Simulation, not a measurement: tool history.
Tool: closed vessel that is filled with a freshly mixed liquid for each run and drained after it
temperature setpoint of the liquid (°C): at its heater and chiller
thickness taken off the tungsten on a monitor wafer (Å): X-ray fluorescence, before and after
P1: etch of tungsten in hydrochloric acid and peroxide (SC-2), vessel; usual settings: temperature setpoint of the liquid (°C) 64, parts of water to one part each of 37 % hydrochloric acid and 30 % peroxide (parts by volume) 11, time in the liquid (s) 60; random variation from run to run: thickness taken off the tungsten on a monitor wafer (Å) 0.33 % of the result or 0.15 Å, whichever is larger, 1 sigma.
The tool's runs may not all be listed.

run	hour	temperature setpoint of the liquid (°C)	parts of water to one part each of 37 % hydrochloric acid and 30 % peroxide (parts by volume)	time in the liquid (s)	thickness taken off the tungsten on a monitor wafer (Å)
1	14	64	11	60	424.67
2	32.9	64	11	60	423.58
3	44.2	64	18	60	275.49
4	58.9	64	11	30	211.06
5	68.6	64	15	35	190.28
6	87.3	49	11	60	162.22
7	99.6	72	11	60	684.46
8	109	64	11	60	424.21
# hour 116.4: thermometer replaced
9	119.1	64	11	60	422.43
10	138	64	4	60	919.66
# hour 145: new drum of peroxide connected
11	146.7	64	11	110	774.85
12	158.5	64	11	60	420.05

The next listed run, before its measurement:
13	166.8	64	11	60	?

thickness taken off the tungsten on a monitor wafer (Å): 425.34

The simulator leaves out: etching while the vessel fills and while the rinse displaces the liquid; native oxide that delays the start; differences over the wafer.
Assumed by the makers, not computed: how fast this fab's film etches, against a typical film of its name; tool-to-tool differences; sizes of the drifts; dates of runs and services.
